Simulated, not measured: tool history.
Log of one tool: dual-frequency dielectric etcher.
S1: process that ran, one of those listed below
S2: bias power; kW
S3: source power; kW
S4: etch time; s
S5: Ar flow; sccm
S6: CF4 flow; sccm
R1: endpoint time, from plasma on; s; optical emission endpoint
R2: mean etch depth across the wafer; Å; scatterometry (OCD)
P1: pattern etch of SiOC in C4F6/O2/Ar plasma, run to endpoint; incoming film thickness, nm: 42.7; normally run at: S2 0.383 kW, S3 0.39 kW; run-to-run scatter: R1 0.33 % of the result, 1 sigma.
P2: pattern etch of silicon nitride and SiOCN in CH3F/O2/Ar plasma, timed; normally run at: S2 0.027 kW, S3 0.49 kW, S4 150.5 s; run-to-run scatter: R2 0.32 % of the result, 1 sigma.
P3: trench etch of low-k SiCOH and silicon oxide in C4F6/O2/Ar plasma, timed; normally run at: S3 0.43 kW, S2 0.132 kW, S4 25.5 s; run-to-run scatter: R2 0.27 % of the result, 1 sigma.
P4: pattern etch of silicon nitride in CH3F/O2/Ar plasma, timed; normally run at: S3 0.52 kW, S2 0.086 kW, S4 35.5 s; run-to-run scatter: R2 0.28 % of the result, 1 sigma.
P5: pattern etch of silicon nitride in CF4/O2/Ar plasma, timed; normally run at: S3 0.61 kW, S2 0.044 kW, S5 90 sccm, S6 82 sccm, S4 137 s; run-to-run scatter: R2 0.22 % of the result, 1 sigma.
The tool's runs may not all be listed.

Run 1, hour 13: S1 P1, S2 0.383 kW, S3 0.39 kW. Result: R1 15.44 s.
Run 2, hour 26.1: S1 P2, S2 0.035 kW, S3 0.49 kW, S4 150.5 s. Result: R2 260.34 Å.
Run 3, hour 33.7: S1 P2, S2 0.027 kW, S3 0.49 kW, S4 83 s. Result: R2 127.11 Å.
Run 4, hour 45: S1 P5, S2 0.044 kW, S3 0.61 kW, S4 137 s, S5 90 sccm, S6 82 sccm. Result: R2 2998.2 Å.
Run 5, hour 51.7: S1 P3, S2 0.132 kW, S3 0.52 kW, S4 25.5 s. Result: R2 785.11 Å.
Run 6, hour 60.6: S1 P1, S2 0.383 kW, S3 0.39 kW. Result: R1 15.407 s.
Run 7, hour 72.7: S1 P4, S2 0.086 kW, S3 0.52 kW, S4 35.5 s. Result: R2 298.87 Å.
Run 8, hour 82.8: S1 P1, S2 0.383 kW, S3 0.32 kW. Result: R1 16.516 s.
Run 9, hour 90.4: S1 P4, S2 0.086 kW, S3 0.52 kW, S4 35.5 s. Result: R2 299.02 Å.
Run 10, hour 104.6: S1 P1, S2 0.383 kW, S3 0.39 kW. Result: R1 15.302 s.
Run 11, hour 112: S1 P5, S2 0.044 kW, S3 0.61 kW, S4 204.5 s, S5 90 sccm, S6 82 sccm. Result: R2 4440.4 Å.
Run 12, hour 120.3: S1 P1, S2 0.383 kW, S3 0.39 kW. Result: R1 15.367 s.
Run 13, hour 130.5: S1 P1, S2 0.383 kW, S3 0.39 kW. Result: R1 15.413 s.
Run 14, hour 139: S1 P1, S2 0.286 kW, S3 0.28 kW. Result: R1 19.326 s.
Run 15, hour 151.2: S1 P5, S2 0.044 kW, S3 0.61 kW, S4 137 s, S5 90 sccm, S6 49 sccm. Result: R2 2763.6 Å.
Run 16, hour 162.5: S1 P4, S2 0.086 kW, S3 0.52 kW, S4 51.5 s. Result: R2 432.79 Å.
Run 17, hour 169.4: S1 P3, S2 0.097 kW, S3 0.43 kW, S4 25.5 s. Result: R2 669.93 Å.
Run 18, hour 183.4: S1 P4, S2 0.086 kW, S3 0.73 kW, S4 35.5 s. Result: R2 339.9 Å.
Run 19, hour 196.3: S1 P1, S2 0.257 kW, S3 0.39 kW. Result: R1 17.725 s.
Run 20, hour 210.9: S1 P1, S2 0.23 kW, S3 0.53 kW. Result: R1 16.232 s.
Run 21, hour 223.6: S1 P2, S2 0.027 kW, S3 0.49 kW, S4 150.5 s. Result: R2 230.55 Å.
Run 22, hour 237: S1 P1, S2 0.318 kW, S3 0.28 kW. Result: R1 18.655 s.
Run 23, hour 247: S1 P4, S2 0.069 kW, S3 0.52 kW, S4 35.5 s. Result: R2 277.44 Å.
Run 24, hour 257.7: S1 P5, S2 0.034 kW, S3 0.61 kW, S4 137 s, S5 90 sccm, S6 82 sccm. Result: R2 2731 Å.
Run 25, hour 270.9: S1 P2, S2 0.027 kW, S3 0.69 kW, S4 150.5 s. Result: R2 258.94 Å.
Run 26, hour 283.1: S1 P1, S2 0.383 kW, S3 0.39 kW. Result: R1 15.417 s.
Run 27, hour 290.9: S1 P5, S2 0.044 kW, S3 0.85 kW, S4 137 s, S5 90 sccm, S6 82 sccm. Result: R2 3988.5 Å.
Run 28, hour 302.8: S1 P1, S2 0.473 kW, S3 0.39 kW. Result: R1 14.247 s.
Run 29, hour 317.4: S1 P3, S2 0.132 kW, S3 0.43 kW, S4 25.5 s. Result: R2 727.15 Å.
Run 30, hour 331: S1 P1, S2 0.383 kW, S3 0.47 kW. Result: R1 14.39 s.
Run 31, hour 337.5: S1 P3, S2 0.132 kW, S3 0.43 kW, S4 32.5 s. Result: R2 928.24 Å.
Run 32, hour 348.1: S1 P5, S2 0.044 kW, S3 0.61 kW, S4 137 s, S5 65 sccm, S6 82 sccm. Result: R2 3114.8 Å.
Run 33, hour 359.4: S1 P1, S2 0.383 kW, S3 0.39 kW. Result: R1 15.4 s.
Run 34, hour 368.5: S1 P1, S2 0.383 kW, S3 0.39 kW. Result: R1 15.349 s.
Run 35, hour 382.7: S1 P1, S2 0.383 kW, S3 0.39 kW. Result: R1 15.26 s.
Run 36, hour 389.9: S1 P1, S2 0.383 kW, S3 0.39 kW. Result: R1 15.262 s.
At hour 397.2: wet clean of the chamber.
Run 37, hour 401.5: S1 P1, S2 0.383 kW, S3 0.39 kW. Result: R1 15.314 s.
Run 38, hour 409.9: S1 P1, S2 0.383 kW, S3 0.39 kW. Result: R1 15.205 s.
Run 39, hour 424.1: S1 P1, S2 0.383 kW, S3 0.39 kW. Result: R1 15.129 s.
Run 40, hour 435.9: S1 P1, S2 0.383 kW, S3 0.39 kW. Result: R1 15.156 s.

Forecast run 41:
Run 41, hour 447.2: S1 P1, S2 0.383 kW, S3 0.39 kW. Result: R1 ?.

Run 41 gave R1 15.131 s.
